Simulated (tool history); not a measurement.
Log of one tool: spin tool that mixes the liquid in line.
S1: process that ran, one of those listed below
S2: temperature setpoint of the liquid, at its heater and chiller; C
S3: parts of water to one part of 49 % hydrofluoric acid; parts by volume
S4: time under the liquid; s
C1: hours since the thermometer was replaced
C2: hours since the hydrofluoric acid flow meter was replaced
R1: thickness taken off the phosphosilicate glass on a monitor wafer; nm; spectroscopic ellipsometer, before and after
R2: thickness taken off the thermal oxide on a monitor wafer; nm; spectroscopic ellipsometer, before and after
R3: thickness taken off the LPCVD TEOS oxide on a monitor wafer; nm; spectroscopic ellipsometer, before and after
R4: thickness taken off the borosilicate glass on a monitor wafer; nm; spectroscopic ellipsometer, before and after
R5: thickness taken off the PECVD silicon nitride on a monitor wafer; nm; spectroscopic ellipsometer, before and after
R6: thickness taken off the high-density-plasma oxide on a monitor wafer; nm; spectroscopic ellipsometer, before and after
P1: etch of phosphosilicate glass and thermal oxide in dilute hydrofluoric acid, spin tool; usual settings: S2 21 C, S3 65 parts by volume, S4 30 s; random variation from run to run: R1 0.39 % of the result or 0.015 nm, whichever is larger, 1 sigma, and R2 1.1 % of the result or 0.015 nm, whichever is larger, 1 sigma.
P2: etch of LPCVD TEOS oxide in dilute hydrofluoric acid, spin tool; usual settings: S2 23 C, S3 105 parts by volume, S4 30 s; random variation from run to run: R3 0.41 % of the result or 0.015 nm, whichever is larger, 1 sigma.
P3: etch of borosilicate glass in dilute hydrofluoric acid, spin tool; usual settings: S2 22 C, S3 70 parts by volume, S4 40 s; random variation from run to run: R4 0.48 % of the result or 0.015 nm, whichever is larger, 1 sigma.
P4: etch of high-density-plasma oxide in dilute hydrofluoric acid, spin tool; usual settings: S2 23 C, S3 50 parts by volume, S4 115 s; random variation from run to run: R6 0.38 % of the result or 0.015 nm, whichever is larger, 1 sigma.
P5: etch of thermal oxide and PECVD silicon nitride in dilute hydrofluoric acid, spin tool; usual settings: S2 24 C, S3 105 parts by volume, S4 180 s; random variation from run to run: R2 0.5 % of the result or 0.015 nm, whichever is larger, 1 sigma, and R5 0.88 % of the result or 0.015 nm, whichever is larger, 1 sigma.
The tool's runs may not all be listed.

| run | day | S1 | S2 | S3 | S4 | C1 | C2 | R1 | R2 | R3 | R4 | R5 | R6 |
|---|---|---|---|---|---|---|---|---|---|---|---|---|---|
| 1 | 0.346 | P1 | 21 | 65 | 30 | 376.3 | 619.9 | 40.95 | 1.97 |  |  |  |  |
| 2 | 0.588 | P1 | 21 | 65 | 30 | 382.1 | 625.7 | 41.388 | 2.0173 |  |  |  |  |
| 3 | 0.888 | P2 | 23 | 105 | 45 | 389.3 | 632.9 |  |  | 12.009 |  |  |  |
|  | 0.892 | hydrofluoric acid flow meter replaced |
| 4 | 1.212 | P3 | 22 | 70 | 15 | 397.1 | 7.8 |  |  |  | 11.547 |  |  |
| 5 | 1.375 | P1 | 21 | 65 | 30 | 401 | 11.7 | 41.202 | 1.9791 |  |  |  |  |
| 6 | 1.717 | P5 | 24 | 50 | 180 | 409.2 | 19.9 |  | 19.091 |  |  | 5.9385 |  |
| 7 | 2.008 | P1 | 21 | 65 | 15 | 416.2 | 26.9 | 20.558 | 1.0067 |  |  |  |  |
| 8 | 2.271 | P1 | 21 | 65 | 30 | 422.5 | 33.2 | 41.304 | 1.9444 |  |  |  |  |
| 9 | 2.496 | P1 | 21 | 115 | 30 | 427.9 | 38.6 | 22.009 | 1.0346 |  |  |  |  |
| 10 | 2.696 | P4 | 23 | 50 | 115 | 432.7 | 43.4 |  |  |  |  |  | 11.762 |
| 11 | 3.033 | P2 | 31 | 105 | 30 | 440.8 | 51.5 |  |  | 10.846 |  |  |  |
| 12 | 3.254 | P1 | 21 | 65 | 30 | 446.1 | 56.8 | 41.309 | 1.9805 |  |  |  |  |
| 13 | 3.412 | P3 | 22 | 70 | 40 | 449.9 | 60.6 |  |  |  | 30.751 |  |  |
| 14 | 3.742 | P5 | 24 | 105 | 270 | 457.8 | 68.5 |  | 12.862 |  |  | 4.2371 |  |
| 15 | 3.967 | P3 | 22 | 30 | 40 | 463.2 | 73.9 |  |  |  | 74.991 |  |  |
| 16 | 4.154 | P5 | 24 | 105 | 180 | 467.7 | 78.4 |  | 8.5369 |  |  | 2.8848 |  |
| 17 | 4.462 | P4 | 23 | 50 | 15 | 475.1 | 85.8 |  |  |  |  |  | 1.5517 |
| 18 | 4.742 | P1 | 21 | 65 | 30 | 481.8 | 92.5 | 41.54 | 1.9965 |  |  |  |  |
| 19 | 5.017 | P2 | 23 | 160 | 30 | 488.4 | 99.1 |  |  | 4.9453 |  |  |  |
| 20 | 5.342 | P5 | 31.5 | 105 | 180 | 496.2 | 106.9 |  | 11.345 |  |  | 4.5564 |  |
| 21 | 5.517 | P1 | 21 | 30 | 30 | 500.4 | 111.1 | 93.46 | 4.442 |  |  |  |  |
| 22 | 5.846 | P4 | 23 | 75 | 115 | 508.3 | 119 |  |  |  |  |  | 7.5859 |
| 23 | 6.192 | P1 | 26 | 65 | 30 | 516.6 | 127.3 | 50.944 | 2.423 |  |  |  |  |
| 24 | 6.483 | P1 | 21 | 65 | 60 | 523.6 | 134.3 | 82.272 | 3.9085 |  |  |  |  |
| 25 | 6.796 | P1 | 21 | 20 | 15 | 531.1 | 141.8 | 70.996 | 3.3421 |  |  |  |  |
| 26 | 6.983 | P1 | 21 | 65 | 30 | 535.6 | 146.3 | 41.094 | 2.0203 |  |  |  |  |
| 27 | 7.154 | P3 | 28.5 | 70 | 40 | 539.7 | 150.4 |  |  |  | 40.071 |  |  |
| 28 | 7.312 | P3 | 22 | 70 | 40 | 543.5 | 154.2 |  |  |  | 30.586 |  |  |
| 29 | 7.571 | P4 | 18.5 | 50 | 115 | 549.7 | 160.4 |  |  |  |  |  | 9.7408 |
| 30 | 7.754 | P4 | 23 | 50 | 115 | 554.1 | 164.8 |  |  |  |  |  | 11.803 |
| 31 | 8 | P1 | 17 | 65 | 30 | 560 | 170.7 | 34.974 | 1.655 |  |  |  |  |
| 32 | 8.312 | P2 | 23 | 105 | 30 | 567.5 | 178.2 |  |  | 7.9893 |  |  |  |
| 33 | 8.492 | P1 | 21 | 65 | 30 | 571.8 | 182.5 | 41.299 | 2.0225 |  |  |  |  |
| 34 | 8.821 | P1 | 21 | 65 | 30 | 579.7 | 190.4 | 42.378 | 2.0001 |  |  |  |  |
| 35 | 9.062 | P1 | 21 | 65 | 30 | 585.5 | 196.2 | 43.134 | 2.0721 |  |  |  |  |
| 36 | 9.346 | P1 | 21 | 65 | 30 | 592.3 | 203 | 43.832 | 2.1105 |  |  |  |  |
| 37 | 9.533 | P1 | 21 | 65 | 30 | 596.8 | 207.5 | 43.936 | 2.1281 |  |  |  |  |
| 38 | 9.779 | P1 | 21 | 65 | 30 | 602.7 | 213.4 | 44.079 | 2.1303 |  |  |  |  |
| 39 | 9.971 | P1 | 21 | 65 | 30 | 607.3 | 218 | 44.011 | 2.0918 |  |  |  |  |
| 40 | 10.2 | P1 | 21 | 65 | 30 | 612.8 | 223.5 | 44.107 | 2.0718 |  |  |  |  |
| 41 | 10.421 | P1 | 21 | 65 | 30 | 618.1 | 228.8 | 44.301 | 2.103 |  |  |  |  |

What P1 gives has crept away from where it was. These 2 causes fit the log equally well, each at the size given:
A: liquid hotter than its thermometer reads (K) = 1.63
B: hydrofluoric acid flow above the setpoint (%) = 6.43
The creep began at about day 8.492.

4 check runs are offered, each on 3 wafers whose results are averaged, their results left as question marks. Which one tells the causes apart?
| check 1 | 10.642 | P2 | 23 | 105 | 30 |  |  |  |  | ? |  |  |  |
| check 2 | 10.642 | P4 | 23 | 50 | 115 |  |  |  |  |  |  |  | ? |
| check 3 | 10.642 | P3 | 22 | 70 | 40 |  |  |  |  |  | ? |  |  |
| check 4 | 10.642 | P5 | 24 | 105 | 180 |  |  |  | ? |  |  | ? |  |

What each check would give under each cause:
| check | result | if A | if B |
|---|---|---|---|
| check 1 | R3 | 8.531 | 8.5773 |
| check 2 | R6 | 12.611 | 12.598 |
| check 3 | R4 | 32.788 | 32.815 |
| check 4 | R2 | 9.0994 | 9.1559 |
| check 4 | R5 | 3.1685 | 3.0292 |
How far apart the two closest causes lie, in the result that separates them most: check 1 0.54 %; check 2 0.1 %; check 3 0.08 %; check 4 4.5 %
Check 4 tells the causes apart: in the others they would give nearly the same result.

Check 4 was then run and gave: R2 9.1208 nm; R5 3.1858 nm. Which cause is it?

It is A: liquid hotter than its thermometer reads (K).

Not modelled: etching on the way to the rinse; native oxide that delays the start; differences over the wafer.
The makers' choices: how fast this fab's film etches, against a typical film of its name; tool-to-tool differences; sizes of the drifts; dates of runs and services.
